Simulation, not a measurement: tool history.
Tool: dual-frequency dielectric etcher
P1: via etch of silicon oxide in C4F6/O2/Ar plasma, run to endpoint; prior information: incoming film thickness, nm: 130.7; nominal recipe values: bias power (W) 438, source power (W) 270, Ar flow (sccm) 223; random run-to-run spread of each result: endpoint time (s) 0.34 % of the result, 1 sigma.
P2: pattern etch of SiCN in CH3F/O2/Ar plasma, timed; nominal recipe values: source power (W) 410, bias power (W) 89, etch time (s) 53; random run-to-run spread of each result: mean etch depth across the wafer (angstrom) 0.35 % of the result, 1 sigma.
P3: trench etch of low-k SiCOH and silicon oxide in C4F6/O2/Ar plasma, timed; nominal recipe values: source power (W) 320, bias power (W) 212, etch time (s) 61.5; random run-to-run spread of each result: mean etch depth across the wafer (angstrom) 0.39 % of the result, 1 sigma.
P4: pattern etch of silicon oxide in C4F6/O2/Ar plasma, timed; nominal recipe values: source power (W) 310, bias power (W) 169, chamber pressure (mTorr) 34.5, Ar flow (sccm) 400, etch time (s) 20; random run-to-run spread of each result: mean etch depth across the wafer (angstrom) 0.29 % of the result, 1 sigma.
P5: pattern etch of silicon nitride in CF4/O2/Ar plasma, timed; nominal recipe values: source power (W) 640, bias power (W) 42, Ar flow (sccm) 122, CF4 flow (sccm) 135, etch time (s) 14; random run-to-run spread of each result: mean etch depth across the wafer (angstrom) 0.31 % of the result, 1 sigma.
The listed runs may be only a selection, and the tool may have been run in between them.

run	hour	process that ran	bias power (W)	source power (W)	Ar flow (sccm)	chamber pressure (mTorr)	etch time (s)	CF4 flow (sccm)	endpoint time (s)	mean etch depth across the wafer (angstrom)
1	2.6	P1	438	270	223				35.25	
2	5	P4	169	420	400	34.5	20			611.91
3	9.1	P5	42	640	122		14	135		314.5
4	11.5	P3	212	320			61.5			1931.6
5	14.2	P3	212	320			91.5			2878.9
6	18.2	P5	42	640	148		14	135		305.24
7	21.2	P4	169	310	400	43.5	20			529.31
8	24.6	P4	169	310	400	34.5	20			543.19
# hour 28.3: bias power generator calibrated
9	28.8	P5	52	640	122		14	135		337.64
10	30.7	P1	579	270	223				31.625	
11	33.3	P1	438	270	223				35.302	
12	36.5	P1	438	270	223				35.444	
13	39.7	P1	346	270	223				38.622	
14	43	P4	169	310	400	34.5	26.5			720.65
15	46.5	P5	42	450	122		14	135		229.85
16	49.9	P2	55	410			53			183.29
17	53.7	P3	212	320			61.5			1940.8
18	58.2	P1	438	350	223				31.809	
19	62.2	P3	157	320			61.5			1763.6
20	64.8	P1	438	270	150				33.756	
21	69.1	P1	438	270	223				35.297	
22	71.3	P5	42	640	122		18	135		402.94
23	75.3	P2	89	570			53			244.29
24	77.2	P4	230	310	400	34.5	20			601.14
25	81.4	P1	438	270	312				36.863	
26	84.6	P2	89	410			53			217.18
27	87	P3	212	400			61.5			2098.1
28	89.3	P2	89	410			30			123.55
29	91.7	P5	42	640	122		14	184		324.32
30	96	P1	438	170	223				42.053	
31	99.4	P1	438	180	267				41.672	
32	103.4	P1	438	270	223				35.362	
33	107.8	P4	169	310	476	34.5	20			529.9
34	110.8	P1	438	270	223				35.432	

Run 35 has not been measured yet. What should we expect?
35	113.6	P1	438	270	223				?	

{"run 35": {"endpoint time (s)": 35.426}}
